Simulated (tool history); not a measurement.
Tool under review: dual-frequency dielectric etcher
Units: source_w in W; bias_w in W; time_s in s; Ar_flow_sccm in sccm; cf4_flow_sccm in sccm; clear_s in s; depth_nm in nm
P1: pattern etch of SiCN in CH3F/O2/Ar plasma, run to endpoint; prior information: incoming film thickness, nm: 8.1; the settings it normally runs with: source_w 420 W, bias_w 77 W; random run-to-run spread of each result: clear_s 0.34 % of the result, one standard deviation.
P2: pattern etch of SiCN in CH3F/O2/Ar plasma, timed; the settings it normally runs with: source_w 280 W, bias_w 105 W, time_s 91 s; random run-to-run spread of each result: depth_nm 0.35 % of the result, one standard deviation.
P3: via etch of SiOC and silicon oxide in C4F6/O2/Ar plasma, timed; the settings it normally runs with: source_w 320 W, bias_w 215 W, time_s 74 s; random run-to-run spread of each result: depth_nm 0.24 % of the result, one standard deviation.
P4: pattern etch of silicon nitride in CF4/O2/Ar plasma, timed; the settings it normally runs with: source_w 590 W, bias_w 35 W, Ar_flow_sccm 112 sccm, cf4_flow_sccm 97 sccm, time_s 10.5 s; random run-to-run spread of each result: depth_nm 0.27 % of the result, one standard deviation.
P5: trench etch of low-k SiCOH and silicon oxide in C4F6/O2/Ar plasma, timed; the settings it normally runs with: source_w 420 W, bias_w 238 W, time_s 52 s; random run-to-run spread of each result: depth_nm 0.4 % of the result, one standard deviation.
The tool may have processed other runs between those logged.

| run | hour | process | source_w | bias_w | time_s | Ar_flow_sccm | cf4_flow_sccm | hours since the last wet clean | hours since the last source power generator calibration | hours since the last bias power generator calibration | clear_s | depth_nm |
|---|---|---|---|---|---|---|---|---|---|---|---|---|
| 1 | 10.8 | P1 | 420 | 77 |  |  |  | 65.3 | 934.7 | 3130.7 | 21.171 |  |
| 2 | 17.3 | P2 | 280 | 105 | 61.5 |  |  | 71.8 | 941.2 | 3137.2 |  | 23.882 |
| 3 | 26.6 | P5 | 420 | 238 | 38 |  |  | 81.1 | 950.5 | 3146.5 |  | 140.32 |
| 4 | 36.1 | P5 | 420 | 238 | 52 |  |  | 90.6 | 960 | 3156 |  | 190.89 |
| 5 | 41.7 | P3 | 320 | 215 | 74 |  |  | 96.2 | 965.6 | 3161.6 |  | 78.824 |
| 6 | 50 | P1 | 420 | 59 |  |  |  | 104.5 | 973.9 | 3169.9 | 23.172 |  |
| 7 | 59.9 | P2 | 280 | 105 | 91 |  |  | 114.4 | 983.8 | 3179.8 |  | 35.321 |
| 8 | 67.4 | P4 | 590 | 35 | 10.5 | 112 | 136 | 121.9 | 991.3 | 3187.3 |  | 21.943 |
| 9 | 75.8 | P2 | 180 | 105 | 91 |  |  | 130.3 | 999.7 | 3195.7 |  | 30.034 |
| 10 | 84.8 | P1 | 420 | 77 |  |  |  | 139.3 | 1008.7 | 3204.7 | 21.123 |  |
| 11 | 93 | P3 | 320 | 297 | 74 |  |  | 147.5 | 1016.9 | 3212.9 |  | 87.764 |
| 12 | 103.3 | P1 | 520 | 77 |  |  |  | 157.8 | 1027.2 | 3223.2 | 19.399 |  |
| 13 | 111.6 | P4 | 590 | 44 | 10.5 | 112 | 97 | 166.1 | 1035.5 | 3231.5 |  | 22.567 |
| 14 | 116.6 | P1 | 420 | 77 |  |  |  | 171.1 | 1040.5 | 3236.5 | 21.206 |  |
| 15 | 124.2 | P4 | 590 | 35 | 10.5 | 112 | 97 | 178.7 | 1048.1 | 3244.1 |  | 20.911 |
| 16 | 131.4 | P1 | 270 | 56 |  |  |  | 185.9 | 1055.3 | 3251.3 | 27.993 |  |
| 17 | 140 | P3 | 430 | 215 | 74 |  |  | 194.5 | 1063.9 | 3259.9 |  | 87.917 |
| 18 | 147.2 | P4 | 790 | 35 | 10.5 | 112 | 97 | 201.7 | 1071.1 | 3267.1 |  | 27.068 |
| 19 | 153.3 | P1 | 420 | 77 |  |  |  | 207.8 | 1077.2 | 3273.2 | 21.119 |  |
| 20 | 164.8 | P1 | 260 | 77 |  |  |  | 219.3 | 1088.7 | 3284.7 | 25.368 |  |
| 21 | 176.3 | P4 | 590 | 35 | 6 | 112 | 97 | 230.8 | 1100.2 | 3296.2 |  | 11.913 |
|  | 182.7 | wet clean of the chamber |
| 22 | 185.6 | P2 | 280 | 71 | 91 |  |  | 3 | 1109.5 | 3305.5 |  | 30.33 |
| 23 | 195.9 | P3 | 320 | 215 | 40.5 |  |  | 13.3 | 1119.8 | 3315.8 |  | 43.062 |
| 24 | 205.7 | P5 | 340 | 238 | 52 |  |  | 23.1 | 1129.6 | 3325.6 |  | 176.93 |
| 25 | 210.8 | P1 | 500 | 47 |  |  |  | 28.2 | 1134.7 | 3330.7 | 23.271 |  |
| 26 | 220.2 | P1 | 420 | 77 |  |  |  | 37.6 | 1144.1 | 3340.1 | 21.152 |  |
| 27 | 225.4 | P5 | 420 | 175 | 52 |  |  | 42.8 | 1149.3 | 3345.3 |  | 175.04 |
| 28 | 232 | P1 | 420 | 103 |  |  |  | 49.4 | 1155.9 | 3351.9 | 18.935 |  |
| 29 | 242.9 | P1 | 420 | 77 |  |  |  | 60.3 | 1166.8 | 3362.8 | 21.233 |  |
| 30 | 251.2 | P4 | 590 | 35 | 10.5 | 151 | 97 | 68.6 | 1175.1 | 3371.1 |  | 19.918 |
| 31 | 257.8 | P2 | 280 | 105 | 91 |  |  | 75.2 | 1181.7 | 3377.7 |  | 35.28 |
| 32 | 265.1 | P1 | 420 | 77 |  |  |  | 82.5 | 1189 | 3385 | 21.193 |  |
| 33 | 272.6 | P1 | 420 | 77 |  |  |  | 90 | 1196.5 | 3392.5 | 21.18 |  |
| 34 | 279.9 | P1 | 420 | 77 |  |  |  | 97.3 | 1203.8 | 3399.8 | 21.221 |  |
| 35 | 290.1 | P1 | 420 | 77 |  |  |  | 107.5 | 1214 | 3410 | 21.364 |  |
| 36 | 297.6 | P1 | 420 | 77 |  |  |  | 115 | 1221.5 | 3417.5 | 21.416 |  |
|  | 305.1 | wet clean of the chamber |
| 37 | 309.1 | P1 | 420 | 77 |  |  |  | 4.1 | 1233 | 3429 | 21.638 |  |
| 38 | 317.7 | P1 | 420 | 77 |  |  |  | 12.7 | 1241.6 | 3437.6 | 21.601 |  |
| 39 | 327.4 | P1 | 420 | 77 |  |  |  | 22.4 | 1251.3 | 3447.3 | 21.434 |  |
| 40 | 337.3 | P1 | 420 | 77 |  |  |  | 32.3 | 1261.2 | 3457.2 | 21.376 |  |
| 41 | 348.3 | P1 | 420 | 77 |  |  |  | 43.3 | 1272.2 | 3468.2 | 21.557 |  |

Something has made what P1 gives creep away from where it was; the 2 causes below, each at its own stated size, fit the log equally well:
A: source power that arrives under what is set, % = 4.55
B: bias power that arrives under what is set, % = 4.78
Creep in the process output first set in at about hour 265.1.
Excluded causes, each with its reason:
chamber walls in a state that lowers the etch rate, %: serviced at hour 305.1, after the change had begun; the process did not return to its earlier output

4 check runs are offered, one wafer each, their results left as question marks. Which one tells the causes apart?
| check 1 | 359.3 | P4 | 680 | 35 | 10.5 | 112 | 97 |  |  |  |  | ? |
| check 2 | 359.3 | P5 | 360 | 238 | 52 |  |  |  |  |  |  | ? |
| check 3 | 359.3 | P3 | 410 | 215 | 74 |  |  |  |  |  |  | ? |
| check 4 | 359.3 | P2 | 180 | 80 | 91 |  |  |  |  |  |  | ? |

If the cause were each of the candidates in turn, the checks would give the following:
| check | result | if A | if B |
|---|---|---|---|
| check 1 | depth_nm | 22.709 | 23.27 |
| check 2 | depth_nm | 177.65 | 177.9 |
| check 3 | depth_nm | 85.15 | 85.288 |
| check 4 | depth_nm | 26.606 | 26.567 |
Gap, in per cent, between the two causes that each check separates least, read from the result that separates them most: check 1 2.44 %; check 2 0.14 %; check 3 0.16 %; check 4 0.15 %
The other checks would show nearly matching results whichever cause is true, so check 1 is the only one that separates the causes.

Check 1 has now been run. It gave: depth_nm 22.688 nm. Which of the candidate causes is it?

Of the candidate causes, it is A: source power that arrives under what is set, %.
